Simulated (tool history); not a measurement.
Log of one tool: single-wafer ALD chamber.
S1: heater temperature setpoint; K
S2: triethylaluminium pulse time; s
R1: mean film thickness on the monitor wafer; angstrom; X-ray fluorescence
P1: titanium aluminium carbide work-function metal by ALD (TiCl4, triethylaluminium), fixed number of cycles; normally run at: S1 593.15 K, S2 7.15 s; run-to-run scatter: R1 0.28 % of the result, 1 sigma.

run    day      S1     S2      R1
  1  0.200  593.15   7.15  20.478
  2  0.354  581.15   2.68  12.842
  3  0.483  580.15  10.75  20.621
  4  0.692  593.15   3.16  14.897
  5  0.804  617.15   7.15  22.426
  6  0.950  593.15  11.25  21.872
  7  1.133  573.15   3.46  14.318
  8  1.308  568.15   7.15  18.408
  9  1.417  593.15   7.15  20.477
 10  1.633  593.15   7.15  20.569
 11  1.854  593.15   7.15  20.510
 12  1.983  593.15   7.15  20.474
 13  2.125  593.15   7.15  20.325
 14  2.300  593.15   7.15  20.232
 15  2.496  593.15   7.15  20.205
 16  2.679  593.15   7.15  20.057
 17  2.804  593.15   7.15  20.068
 18  2.925  593.15   7.15  20.193
 19  3.054  593.15   7.15  20.146

Run 20 comes next. What will it give?
 20  3.171  593.15  7.15   ?

{"run 20": {"R1": 20.177}}
